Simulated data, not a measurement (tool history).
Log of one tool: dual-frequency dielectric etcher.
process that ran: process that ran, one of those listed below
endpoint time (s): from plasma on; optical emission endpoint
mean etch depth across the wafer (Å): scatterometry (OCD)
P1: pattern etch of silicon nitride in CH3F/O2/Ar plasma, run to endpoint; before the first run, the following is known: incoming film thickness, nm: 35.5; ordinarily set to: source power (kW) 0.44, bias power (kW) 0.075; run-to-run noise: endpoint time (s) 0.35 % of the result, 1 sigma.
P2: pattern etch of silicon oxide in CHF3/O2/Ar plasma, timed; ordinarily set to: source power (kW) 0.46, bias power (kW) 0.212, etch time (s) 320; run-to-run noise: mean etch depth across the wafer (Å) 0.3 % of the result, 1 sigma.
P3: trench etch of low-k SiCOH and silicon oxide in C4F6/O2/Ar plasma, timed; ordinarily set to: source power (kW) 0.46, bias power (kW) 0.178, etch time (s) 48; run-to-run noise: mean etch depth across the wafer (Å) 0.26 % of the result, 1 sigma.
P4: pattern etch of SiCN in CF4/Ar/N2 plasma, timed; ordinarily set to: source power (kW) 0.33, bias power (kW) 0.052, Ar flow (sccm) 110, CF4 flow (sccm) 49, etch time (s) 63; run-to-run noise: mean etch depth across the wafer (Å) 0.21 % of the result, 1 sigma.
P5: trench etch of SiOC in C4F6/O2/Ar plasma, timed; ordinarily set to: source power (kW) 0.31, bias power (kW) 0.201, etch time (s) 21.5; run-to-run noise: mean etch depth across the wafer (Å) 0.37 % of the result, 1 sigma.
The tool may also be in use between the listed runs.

run    day  process that ran  source power (kW)  bias power (kW)  Ar flow (sccm)  CF4 flow (sccm)  etch time (s)  endpoint time (s)  mean etch depth across the wafer (Å)
  1  0.254                P1               0.44            0.075                                                             48.395
  2  0.583                P4               0.33            0.052             110               36             63                                                   331.76
  3  0.842                P1               0.44            0.045                                                             57.573
  4  1.071                P1               0.44            0.095                                                              44.93
  5  1.238                P1               0.44            0.075                                                             49.228
  6    1.5                P5                0.2            0.201                                            21.5                                                   356.34
  7  1.762                P2               0.56            0.212                                             320                                                   6532.7
  8  1.938                P1               0.44            0.075                                                             48.942
  9  2.225                P3               0.46            0.178                                              48                                                   1621.1
 10  2.383                P1               0.44            0.075                                                             48.848
 11  2.683                P4               0.33            0.052             110               49           82.5                                                   461.01
 12  2.921                P4               0.33            0.052             110               49             63                                                   353.07
 13  3.162                P1               0.56            0.053                                                             50.339
 14  3.358                P3               0.46            0.178                                              48                                                   1632.1
 15  3.671                P5               0.31            0.261                                            21.5                                                   460.86
 16  3.875                P4                0.2            0.052             110               49             63                                                   227.55
 17  4.129                P3               0.35            0.178                                              48                                                   1455.3
 18  4.292                P5               0.31            0.201                                            21.5                                                   422.74
 19  4.504                P1               0.44            0.075                                                             49.013
 20   4.75                P1               0.44            0.075                                                             48.771
 21  5.038                P2               0.46            0.212                                             320                                                   6041.7
 22  5.329                P1               0.31            0.075                                                             55.506
 23  5.521                P4               0.33            0.038             110               49             63                                                   316.39
 24  5.738                P2               0.46            0.145                                             320                                                   5330.6
 25   6.05                P5               0.31            0.201                                              16                                                   314.42
 26  6.267                P1               0.57            0.075                                                              44.24
 27  6.533                P3               0.46            0.178                                              67                                                   2275.2
 28  6.796                P2               0.46            0.212                                             320                                                   6043.1
 29  7.067                P4               0.33            0.052              87               49             63                                                   368.84
 30  7.271                P2               0.46            0.212                                           204.5                                                   3882.6
 31  7.483                P3               0.46            0.242                                              48                                                   1792.9
 32  7.692                P1               0.44            0.075                                                              48.91
 33  7.962                P1               0.44            0.075                                                             49.287
 34  8.112                P1               0.44            0.075                                                             49.128
 35  8.354                P1               0.44            0.075                                                             49.478
 36  8.667                P1               0.44            0.075                                                             49.405
      8.75  -- wet clean of the chamber
 37  8.954                P1               0.44            0.075                                                             49.974
 38  9.117                P1               0.44            0.075                                                             49.746

What P1 gives has crept off from where it sat before. The 2 causes that follow fit the log equally well, each at the size noted:
A: bias power that arrives under what is set, % = 4.98
B: source power that arrives under what is set, % = 4.5
Creep in the process output first set in at about day 7.692.
Each remaining cause and why it is not a fit:
chamber walls in a state that lowers the etch rate, %: was serviced at day 8.75, once the creep was under way, yet the earlier output never came back

4 check runs are offered, one wafer each, their results left as question marks. Which one tells the causes apart?
check 1  9.279                P4               0.33            0.052             110               49             63                                                        ?
check 2  9.279                P3               0.46            0.178                                              48                                                        ?
check 3  9.279                P2               0.46            0.212                                             320                                                        ?
check 4  9.279                P5               0.31            0.201                                            21.5                                                        ?

Predicted outcomes, by check and by cause:
  check                                result    if A    if B
check 1  mean etch depth across the wafer (Å)  345.84  338.28
check 2  mean etch depth across the wafer (Å)  1595.8  1592.4
check 3  mean etch depth across the wafer (Å)  5961.7  5965.3
check 4  mean etch depth across the wafer (Å)  415.33  414.94
Separation of the two closest causes in each check, using whichever result separates them best: check 1 2.21 %; check 2 0.22 %; check 3 0.06 %; check 4 0.09 %
Check 1 is the one run that separates the causes; every other check would come out nearly the same whichever cause is at work.

Check 1 was carried out, with these results: mean etch depth across the wafer (Å) 345.55. Which of the listed causes is responsible?

It was cause A: bias power that arrives under what is set, %.
